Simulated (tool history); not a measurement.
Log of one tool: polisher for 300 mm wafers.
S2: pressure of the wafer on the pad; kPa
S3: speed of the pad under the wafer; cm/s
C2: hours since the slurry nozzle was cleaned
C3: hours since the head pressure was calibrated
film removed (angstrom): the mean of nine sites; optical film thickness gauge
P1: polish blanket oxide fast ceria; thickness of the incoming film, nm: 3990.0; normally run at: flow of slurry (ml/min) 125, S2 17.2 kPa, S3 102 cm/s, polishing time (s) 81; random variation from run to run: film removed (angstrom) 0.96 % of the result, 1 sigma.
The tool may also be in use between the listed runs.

Run 1, hour 8.6: flow of slurry (ml/min) 125, S2 17.2 kPa, S3 102 cm/s, polishing time (s) 81; wafers polished on this pad 995; C2 145.8; C3 108.6. Result: film removed (angstrom) 9986.5.
Run 2, hour 17: flow of slurry (ml/min) 125, S2 17.2 kPa, S3 102 cm/s, polishing time (s) 81; wafers polished on this pad 1054; C2 154.2; C3 117. Result: film removed (angstrom) 9877.4.
Run 3, hour 27.8: flow of slurry (ml/min) 125, S2 17.2 kPa, S3 150 cm/s, polishing time (s) 81; wafers polished on this pad 1130; C2 165; C3 127.8. Result: film removed (angstrom) 14523.
Run 4, hour 37.9: flow of slurry (ml/min) 125, S2 9 kPa, S3 102 cm/s, polishing time (s) 81; wafers polished on this pad 1201; C2 175.1; C3 137.9. Result: film removed (angstrom) 5114.1.
At hour 50.5: worn pad replaced by a new one.
Run 5, hour 51.2: flow of slurry (ml/min) 125, S2 17.2 kPa, S3 68 cm/s, polishing time (s) 81; wafers polished on this pad 5; C2 188.4; C3 151.2. Result: film removed (angstrom) 6631.2.
Run 6, hour 66.7: flow of slurry (ml/min) 125, S2 17.2 kPa, S3 102 cm/s, polishing time (s) 81; wafers polished on this pad 114; C2 203.9; C3 166.7. Result: film removed (angstrom) 9815.9.
Run 7, hour 79.2: flow of slurry (ml/min) 75, S2 17.2 kPa, S3 102 cm/s, polishing time (s) 117; wafers polished on this pad 202; C2 216.4; C3 179.2. Result: film removed (angstrom) 12231.
Run 8, hour 94: flow of slurry (ml/min) 125, S2 22.8 kPa, S3 102 cm/s, polishing time (s) 52; wafers polished on this pad 306; C2 231.2; C3 194. Result: film removed (angstrom) 8345.5.
Run 9, hour 108.9: flow of slurry (ml/min) 125, S2 26.2 kPa, S3 102 cm/s, polishing time (s) 81; wafers polished on this pad 410; C2 246.1; C3 208.9. Result: film removed (angstrom) 15046.
Run 10, hour 116.4: flow of slurry (ml/min) 125, S2 17.2 kPa, S3 46 cm/s, polishing time (s) 59; wafers polished on this pad 463; C2 253.6; C3 216.4. Result: film removed (angstrom) 3254.
Run 11, hour 125.2: flow of slurry (ml/min) 125, S2 17.2 kPa, S3 102 cm/s, polishing time (s) 107; wafers polished on this pad 525; C2 262.4; C3 225.2. Result: film removed (angstrom) 12758.
Run 12, hour 138.6: flow of slurry (ml/min) 125, S2 17.2 kPa, S3 102 cm/s, polishing time (s) 81; wafers polished on this pad 619; C2 275.8; C3 238.6. Result: film removed (angstrom) 9847.2.
Run 13, hour 150.4: flow of slurry (ml/min) 125, S2 17.2 kPa, S3 102 cm/s, polishing time (s) 81; wafers polished on this pad 702; C2 287.6; C3 250.4. Result: film removed (angstrom) 9763.7.
Run 14, hour 162.5: flow of slurry (ml/min) 125, S2 17.2 kPa, S3 102 cm/s, polishing time (s) 46; wafers polished on this pad 787; C2 299.7; C3 262.5. Result: film removed (angstrom) 5584.8.
Run 15, hour 170.1: flow of slurry (ml/min) 170, S2 17.2 kPa, S3 102 cm/s, polishing time (s) 81; wafers polished on this pad 841; C2 307.3; C3 270.1. Result: film removed (angstrom) 10454.
Run 16, hour 185.2: flow of slurry (ml/min) 75, S2 17.2 kPa, S3 102 cm/s, polishing time (s) 81; wafers polished on this pad 947; C2 322.4; C3 285.2. Result: film removed (angstrom) 8708.7.
Run 17, hour 196.3: flow of slurry (ml/min) 125, S2 17.2 kPa, S3 102 cm/s, polishing time (s) 81; wafers polished on this pad 1025; C2 333.5; C3 296.3. Result: film removed (angstrom) 9824.3.
Run 18, hour 208.1: flow of slurry (ml/min) 125, S2 17.2 kPa, S3 102 cm/s, polishing time (s) 81; wafers polished on this pad 1108; C2 345.3; C3 308.1. Result: film removed (angstrom) 9513.1.
Run 19, hour 218: flow of slurry (ml/min) 125, S2 17.2 kPa, S3 102 cm/s, polishing time (s) 81; wafers polished on this pad 1178; C2 355.2; C3 318. Result: film removed (angstrom) 9300.4.
Run 20, hour 228.6: flow of slurry (ml/min) 125, S2 17.2 kPa, S3 102 cm/s, polishing time (s) 81; wafers polished on this pad 1252; C2 365.8; C3 328.6. Result: film removed (angstrom) 9087.2.
Run 21, hour 237.3: flow of slurry (ml/min) 125, S2 17.2 kPa, S3 102 cm/s, polishing time (s) 81; wafers polished on this pad 1313; C2 374.5; C3 337.3. Result: film removed (angstrom) 9093.2.

The next listed run, before its measurement:
Run 22, hour 245.3: flow of slurry (ml/min) 125, S2 17.2 kPa, S3 102 cm/s, polishing time (s) 81; wafers polished on this pad 1370; C2 382.5; C3 345.3. Result: film removed (angstrom) ?.

{"run 22": {"film removed (angstrom)": 8848.3}}
